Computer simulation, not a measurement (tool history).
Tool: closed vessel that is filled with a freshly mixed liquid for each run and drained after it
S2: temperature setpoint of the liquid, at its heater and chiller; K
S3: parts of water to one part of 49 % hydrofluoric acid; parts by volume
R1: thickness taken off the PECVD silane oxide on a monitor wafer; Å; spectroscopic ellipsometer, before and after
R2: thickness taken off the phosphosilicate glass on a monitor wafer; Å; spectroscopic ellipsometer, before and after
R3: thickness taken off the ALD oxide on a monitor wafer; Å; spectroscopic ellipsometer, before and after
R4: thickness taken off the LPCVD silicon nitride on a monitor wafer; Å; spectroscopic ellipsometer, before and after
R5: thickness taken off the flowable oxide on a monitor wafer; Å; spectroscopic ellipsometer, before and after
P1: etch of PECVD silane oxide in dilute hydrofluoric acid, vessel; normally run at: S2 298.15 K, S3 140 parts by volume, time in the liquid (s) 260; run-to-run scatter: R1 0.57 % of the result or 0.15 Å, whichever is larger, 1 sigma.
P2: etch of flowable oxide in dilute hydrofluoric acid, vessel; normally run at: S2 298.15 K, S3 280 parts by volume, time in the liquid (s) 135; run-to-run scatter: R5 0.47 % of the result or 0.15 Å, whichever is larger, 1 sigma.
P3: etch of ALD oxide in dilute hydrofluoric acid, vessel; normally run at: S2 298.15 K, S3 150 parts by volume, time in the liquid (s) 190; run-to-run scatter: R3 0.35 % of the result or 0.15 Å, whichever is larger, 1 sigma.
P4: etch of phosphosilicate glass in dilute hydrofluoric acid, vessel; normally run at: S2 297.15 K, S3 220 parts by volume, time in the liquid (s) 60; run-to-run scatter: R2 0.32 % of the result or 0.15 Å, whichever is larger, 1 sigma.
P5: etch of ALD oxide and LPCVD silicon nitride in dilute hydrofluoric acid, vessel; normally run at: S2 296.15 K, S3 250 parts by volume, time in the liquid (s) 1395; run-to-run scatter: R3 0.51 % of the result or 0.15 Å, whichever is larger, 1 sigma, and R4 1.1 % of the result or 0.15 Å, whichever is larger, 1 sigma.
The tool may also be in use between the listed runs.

Run 1, hour 6.2: process that ran P1, S2 298.15 K, S3 140 parts by volume, time in the liquid (s) 260. Result: R1 506.68 Å.
Run 2, hour 12.9: process that ran P1, S2 298.15 K, S3 140 parts by volume, time in the liquid (s) 260. Result: R1 502.80 Å.
Run 3, hour 19.6: process that ran P4, S2 290.15 K, S3 220 parts by volume, time in the liquid (s) 60. Result: R2 220.06 Å.
Run 4, hour 24.0: process that ran P5, S2 296.15 K, S3 250 parts by volume, time in the liquid (s) 205. Result: R3 69.109 Å, R4 3.6935 Å.
Run 5, hour 31.7: process that ran P5, S2 296.15 K, S3 445 parts by volume, time in the liquid (s) 1395. Result: R3 217.290 Å, R4 13.8460 Å.
Run 6, hour 38.6: process that ran P4, S2 297.15 K, S3 220 parts by volume, time in the liquid (s) 60. Result: R2 286.28 Å.
Run 7, hour 45.4: process that ran P1, S2 298.15 K, S3 245 parts by volume, time in the liquid (s) 260. Result: R1 252.75 Å.
Run 8, hour 50.0: process that ran P1, S2 298.15 K, S3 140 parts by volume, time in the liquid (s) 260. Result: R1 498.31 Å.
Run 9, hour 54.3: process that ran P1, S2 298.15 K, S3 140 parts by volume, time in the liquid (s) 260. Result: R1 498.87 Å.
Run 10, hour 61.7: process that ran P3, S2 298.15 K, S3 250 parts by volume, time in the liquid (s) 190. Result: R3 199.830 Å.
Run 11, hour 65.9: process that ran P4, S2 297.15 K, S3 40 parts by volume, time in the liquid (s) 60. Result: R2 1945.90 Å.
Run 12, hour 71.7: process that ran P5, S2 292.15 K, S3 250 parts by volume, time in the liquid (s) 1395. Result: R3 400.450 Å, R4 18.6500 Å.
Run 13, hour 78.6: process that ran P2, S2 298.15 K, S3 280 parts by volume, time in the liquid (s) 30. Result: R5 27.673 Å.
Run 14, hour 85.7: process that ran P1, S2 298.15 K, S3 85 parts by volume, time in the liquid (s) 260. Result: R1 889.69 Å.
Run 15, hour 94.1: process that ran P1, S2 298.15 K, S3 140 parts by volume, time in the liquid (s) 260. Result: R1 503.10 Å.
Run 16, hour 101.7: process that ran P5, S2 296.15 K, S3 250 parts by volume, time in the liquid (s) 1395. Result: R3 462.840 Å, R4 24.0610 Å.
At hour 102.9: thermometer replaced.
Run 17, hour 108.3: process that ran P2, S2 298.15 K, S3 280 parts by volume, time in the liquid (s) 135. Result: R5 123.610 Å.
Run 18, hour 112.9: process that ran P2, S2 305.15 K, S3 280 parts by volume, time in the liquid (s) 135. Result: R5 156.780 Å.
Run 19, hour 117.8: process that ran P1, S2 291.65 K, S3 140 parts by volume, time in the liquid (s) 465. Result: R1 692.86 Å.
Run 20, hour 125.5: process that ran P3, S2 298.15 K, S3 150 parts by volume, time in the liquid (s) 190. Result: R3 370.140 Å.
Run 21, hour 130.9: process that ran P3, S2 298.15 K, S3 150 parts by volume, time in the liquid (s) 30. Result: R3 58.763 Å.
Run 22, hour 138.8: process that ran P5, S2 296.15 K, S3 250 parts by volume, time in the liquid (s) 1395. Result: R3 464.800 Å, R4 24.0700 Å.
Run 23, hour 143.9: process that ran P1, S2 291.65 K, S3 140 parts by volume, time in the liquid (s) 260. Result: R1 388.30 Å.
Run 24, hour 151.4: process that ran P1, S2 306.15 K, S3 140 parts by volume, time in the liquid (s) 260. Result: R1 676.47 Å.
Run 25, hour 157.5: process that ran P2, S2 298.15 K, S3 65 parts by volume, time in the liquid (s) 135. Result: R5 682.860 Å.
Run 26, hour 162.5: process that ran P1, S2 298.15 K, S3 140 parts by volume, time in the liquid (s) 485. Result: R1 935.55 Å.

Forecast run 27:
Run 27, hour 169.9: process that ran P4, S2 297.15 K, S3 220 parts by volume, time in the liquid (s) 95. Result: R2 ?.

{"run 27": {"R2": 449.28}}
